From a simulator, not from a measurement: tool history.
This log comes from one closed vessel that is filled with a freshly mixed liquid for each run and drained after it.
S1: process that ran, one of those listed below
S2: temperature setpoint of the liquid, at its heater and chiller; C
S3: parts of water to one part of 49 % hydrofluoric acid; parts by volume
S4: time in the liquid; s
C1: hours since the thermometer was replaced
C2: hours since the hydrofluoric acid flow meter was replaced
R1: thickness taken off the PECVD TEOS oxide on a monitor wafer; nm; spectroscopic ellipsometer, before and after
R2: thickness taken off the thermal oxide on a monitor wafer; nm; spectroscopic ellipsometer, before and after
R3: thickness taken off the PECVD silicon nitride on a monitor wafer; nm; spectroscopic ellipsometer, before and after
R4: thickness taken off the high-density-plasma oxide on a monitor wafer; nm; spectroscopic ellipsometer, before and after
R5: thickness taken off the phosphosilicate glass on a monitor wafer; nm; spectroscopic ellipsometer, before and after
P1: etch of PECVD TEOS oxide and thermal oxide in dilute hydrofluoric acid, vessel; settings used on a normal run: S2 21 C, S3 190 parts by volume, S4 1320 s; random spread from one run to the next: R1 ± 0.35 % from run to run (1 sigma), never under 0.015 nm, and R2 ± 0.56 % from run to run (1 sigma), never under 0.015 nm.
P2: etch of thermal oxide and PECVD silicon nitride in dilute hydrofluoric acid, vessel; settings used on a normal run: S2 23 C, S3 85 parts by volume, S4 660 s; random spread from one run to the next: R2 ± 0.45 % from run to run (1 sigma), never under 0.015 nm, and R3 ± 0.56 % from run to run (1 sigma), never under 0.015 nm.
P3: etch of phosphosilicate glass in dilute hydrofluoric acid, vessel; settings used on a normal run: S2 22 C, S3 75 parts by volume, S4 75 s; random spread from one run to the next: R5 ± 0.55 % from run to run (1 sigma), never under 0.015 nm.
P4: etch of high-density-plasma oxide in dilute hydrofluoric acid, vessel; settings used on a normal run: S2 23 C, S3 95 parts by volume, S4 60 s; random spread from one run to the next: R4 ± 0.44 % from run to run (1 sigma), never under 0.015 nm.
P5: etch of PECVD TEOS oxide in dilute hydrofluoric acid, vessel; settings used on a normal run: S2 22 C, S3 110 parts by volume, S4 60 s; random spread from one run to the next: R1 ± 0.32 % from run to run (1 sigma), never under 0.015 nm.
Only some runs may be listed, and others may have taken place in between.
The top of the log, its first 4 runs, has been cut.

run,day,S1,S2,S3,S4,C1,C2,R1,R2,R3,R4,R5
5,1.771,P1,21,190,1320,641,894.3,47.731,25.832,,,
6,2.175,P4,23,95,30,650.7,904,,,,2.8471,
7,2.4,P2,23,85,660,656.1,909.4,,35.109,20.58,,
8,2.788,P4,23,95,60,665.4,918.7,,,,5.6409,
9,3.167,P1,25,190,1320,674.5,927.8,55.259,30.295,,,
10,3.558,P1,21,275,1320,683.9,937.2,30.477,16.705,,,
11,3.958,P5,22,25,60,693.5,946.8,32.08,,,,
12,4.367,P3,22,75,75,703.3,956.6,,,,,58.282
13,4.671,P4,17,95,60,710.6,963.9,,,,4.4593,
14,5.096,P1,21,190,2470,720.8,974.1,89.899,48.637,,,
15,5.471,P1,27.5,75,1320,729.8,983.1,178.76,98.19,,,
16,5.908,P5,22,110,60,740.3,993.6,6.6186,,,,
17,6.304,P5,28,110,60,749.8,1003.1,8.3186,,,,
18,6.621,P3,22,75,30,757.4,1010.7,,,,,23.191
19,6.842,P2,23,45,660,762.7,1016,,70.124,38.456,,
20,7.25,P3,18.5,75,75,772.5,1025.8,,,,,50.646
21,7.546,P5,22,110,60,779.6,1032.9,6.6403,,,,
22,7.988,P1,21,190,380,790.2,1043.5,13.778,7.5033,,,
# day 8.196: hydrofluoric acid flow meter replaced
23,8.375,P1,21,190,1320,799.5,4.3,47.795,26.239,,,
24,8.8,P3,22,30,75,809.7,14.5,,,,,154.97
25,9.225,P1,17,190,170,819.9,24.7,5.2652,2.8604,,,
26,9.646,P4,23,175,60,830,34.8,,,,2.8616,
27,9.979,P2,17,85,660,838,42.8,,27.374,13.651,,

What will run 28 give?
28,10.317,P2,23,85,660,846.1,50.9,,?,?,,

Run 28 yielded R2 35.14 nm, R3 20.579 nm.

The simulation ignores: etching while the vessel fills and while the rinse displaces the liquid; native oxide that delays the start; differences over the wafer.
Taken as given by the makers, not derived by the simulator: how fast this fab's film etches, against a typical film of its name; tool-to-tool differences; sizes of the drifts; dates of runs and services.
